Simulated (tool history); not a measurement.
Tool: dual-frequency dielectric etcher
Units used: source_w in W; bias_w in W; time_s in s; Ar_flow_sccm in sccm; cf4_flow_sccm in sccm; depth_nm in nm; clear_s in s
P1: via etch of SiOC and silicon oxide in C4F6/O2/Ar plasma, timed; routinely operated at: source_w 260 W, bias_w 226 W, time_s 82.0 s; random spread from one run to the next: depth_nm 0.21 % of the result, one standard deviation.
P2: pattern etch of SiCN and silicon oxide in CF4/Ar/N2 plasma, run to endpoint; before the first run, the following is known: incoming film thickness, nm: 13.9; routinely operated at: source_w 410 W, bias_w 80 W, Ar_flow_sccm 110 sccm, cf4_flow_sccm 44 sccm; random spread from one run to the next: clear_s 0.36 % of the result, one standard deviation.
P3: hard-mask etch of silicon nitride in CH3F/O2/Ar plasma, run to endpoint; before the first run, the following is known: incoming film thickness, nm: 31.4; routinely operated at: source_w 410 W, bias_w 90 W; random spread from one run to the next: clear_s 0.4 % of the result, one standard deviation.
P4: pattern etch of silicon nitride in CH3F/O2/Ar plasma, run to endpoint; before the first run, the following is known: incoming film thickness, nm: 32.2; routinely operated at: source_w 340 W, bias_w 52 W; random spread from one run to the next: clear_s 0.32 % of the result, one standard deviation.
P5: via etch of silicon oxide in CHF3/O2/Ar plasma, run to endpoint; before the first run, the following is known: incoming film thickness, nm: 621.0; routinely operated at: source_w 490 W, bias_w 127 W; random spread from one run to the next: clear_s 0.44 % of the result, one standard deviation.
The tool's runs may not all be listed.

{"run": 1, "hour": 13.7, "process": "P1", "source_w": 260, "bias_w": 226, "time_s": 82.0, "depth_nm": 84.368}
{"run": 2, "hour": 27.2, "process": "P1", "source_w": 260, "bias_w": 226, "time_s": 82.0, "depth_nm": 84.484}
{"run": 3, "hour": 38.6, "process": "P2", "source_w": 410, "bias_w": 61, "Ar_flow_sccm": 110, "cf4_flow_sccm": 44, "clear_s": 20.32}
{"run": 4, "hour": 52.8, "process": "P1", "source_w": 260, "bias_w": 226, "time_s": 82.0, "depth_nm": 84.666}
{"run": 5, "hour": 70.3, "process": "P2", "source_w": 410, "bias_w": 80, "Ar_flow_sccm": 110, "cf4_flow_sccm": 44, "clear_s": 18.411}
{"run": 6, "hour": 87.9, "process": "P2", "source_w": 410, "bias_w": 80, "Ar_flow_sccm": 65, "cf4_flow_sccm": 44, "clear_s": 16.918}
{"run": 7, "hour": 101.3, "process": "P1", "source_w": 200, "bias_w": 157, "time_s": 82.0, "depth_nm": 67.537}
{"run": 8, "hour": 117.0, "process": "P3", "source_w": 410, "bias_w": 90, "clear_s": 40.955}
{"run": 9, "hour": 127.0, "process": "P5", "source_w": 490, "bias_w": 162, "clear_s": 352.31}
{"run": 10, "hour": 136.8, "process": "P2", "source_w": 570, "bias_w": 80, "Ar_flow_sccm": 110, "cf4_flow_sccm": 44, "clear_s": 13.818}
{"run": 11, "hour": 149.7, "process": "P4", "source_w": 340, "bias_w": 52, "clear_s": 53.896}
{"run": 12, "hour": 161.5, "process": "P1", "source_w": 350, "bias_w": 226, "time_s": 82.0, "depth_nm": 94.461}
{"run": 13, "hour": 170.3, "process": "P5", "source_w": 490, "bias_w": 127, "clear_s": 381.3}
{"run": 14, "hour": 187.7, "process": "P1", "source_w": 260, "bias_w": 226, "time_s": 62.5, "depth_nm": 64.198}
{"run": 15, "hour": 202.2, "process": "P4", "source_w": 340, "bias_w": 72, "clear_s": 48.655}
{"run": 16, "hour": 220.2, "process": "P1", "source_w": 260, "bias_w": 267, "time_s": 82.0, "depth_nm": 89.352}
{"run": 17, "hour": 237.2, "process": "P1", "source_w": 260, "bias_w": 226, "time_s": 82.0, "depth_nm": 84.529}
{"run": 18, "hour": 256.4, "process": "P4", "source_w": 470, "bias_w": 52, "clear_s": 47.563}
{"run": 19, "hour": 268.8, "process": "P5", "source_w": 490, "bias_w": 127, "clear_s": 381.22}
{"run": 20, "hour": 283.6, "process": "P5", "source_w": 640, "bias_w": 127, "clear_s": 342.09}
{"run": 21, "hour": 302.0, "process": "P1", "source_w": 260, "bias_w": 226, "time_s": 109.5, "depth_nm": 112.88}
{"run": 22, "hour": 318.6, "process": "P1", "source_w": 200, "bias_w": 189, "time_s": 82.0, "depth_nm": 71.879}
{"run": 23, "hour": 334.8, "process": "P3", "source_w": 410, "bias_w": 123, "clear_s": 36.879}
{"run": 24, "hour": 344.9, "process": "P4", "source_w": 340, "bias_w": 52, "clear_s": 54.267}
{"run": 25, "hour": 361.3, "process": "P1", "source_w": 260, "bias_w": 158, "time_s": 82.0, "depth_nm": 74.795}
{"run": 26, "hour": 379.2, "process": "P1", "source_w": 180, "bias_w": 226, "time_s": 82.0, "depth_nm": 73.565}
{"run": 27, "hour": 391.8, "process": "P2", "source_w": 410, "bias_w": 80, "Ar_flow_sccm": 110, "cf4_flow_sccm": 27, "clear_s": 19.822}
{"run": 28, "hour": 406.0, "process": "P3", "source_w": 260, "bias_w": 90, "clear_s": 48.66}
{"run": 29, "hour": 419.0, "process": "P1", "source_w": 260, "bias_w": 226, "time_s": 82.0, "depth_nm": 84.355}
{"run": 30, "hour": 433.5, "process": "P1", "source_w": 260, "bias_w": 226, "time_s": 82.0, "depth_nm": 85.406}
{"run": 31, "hour": 448.6, "process": "P1", "source_w": 260, "bias_w": 226, "time_s": 82.0, "depth_nm": 85.348}
{"run": 32, "hour": 458.2, "process": "P1", "source_w": 260, "bias_w": 226, "time_s": 82.0, "depth_nm": 85.25}
{"run": 33, "hour": 476.3, "process": "P1", "source_w": 260, "bias_w": 226, "time_s": 82.0, "depth_nm": 85.637}
{"run": 34, "hour": 484.7, "process": "P1", "source_w": 260, "bias_w": 226, "time_s": 82.0, "depth_nm": 85.834}
{"hour": 496.4, "done": "wet clean of the chamber"}
{"run": 35, "hour": 498.6, "process": "P1", "source_w": 260, "bias_w": 226, "time_s": 82.0, "depth_nm": 85.768}
{"run": 36, "hour": 512.9, "process": "P1", "source_w": 260, "bias_w": 226, "time_s": 82.0, "depth_nm": 86.038}
{"run": 37, "hour": 524.4, "process": "P1", "source_w": 260, "bias_w": 226, "time_s": 82.0, "depth_nm": 85.568}

Something has made what P1 gives creep away from where it was; the 2 causes below, each at its own stated size, fit the log equally well:
A: source power that arrives over what is set, % = 4.4
B: bias power that arrives over what is set, % = 4.81
The gradual shift began around hour 419.0.
Other possible causes, and why each is ruled out:
chamber walls in a state that raises the etch rate, %: serviced at hour 496.4, after the drift had started, without restoring the earlier output

Below are 4 check runs, each averaged over 2 wafers, with their results shown as question marks. Which of them would give clearly different results depending on which cause is behind the drift?
{"run": "check 1", "hour": 535.9, "process": "P5", "source_w": 610, "bias_w": 157, "clear_s": "?"}
{"run": "check 2", "hour": 535.9, "process": "P3", "source_w": 410, "bias_w": 109, "clear_s": "?"}
{"run": "check 3", "hour": 535.9, "process": "P4", "source_w": 410, "bias_w": 52, "clear_s": "?"}
{"run": "check 4", "hour": 535.9, "process": "P2", "source_w": 570, "bias_w": 80, "Ar_flow_sccm": 67, "cf4_flow_sccm": 44, "clear_s": "?"}

Check results expected under each cause:
check=check_1 result=clear_s if_A=320.530 if_B=320.920
check=check_2 result=clear_s if_A=37.644 if_B=37.584
check=check_3 result=clear_s if_A=49.499 if_B=49.589
check=check_4 result=clear_s if_A=12.253 if_B=12.522
Smallest distance between any two causes, each pair judged by its most separating result, in per cent: check 1 0.12 %; check 2 0.16 %; check 3 0.18 %; check 4 2.18 %
Only in check 4 would the causes give clearly different results; in the remaining checks their results would be nearly the same.

The results of check 4 are: clear_s 12.216 s. Based on these, which of the listed causes is it?

The correct cause is A, namely: source power that arrives over what is set, %.
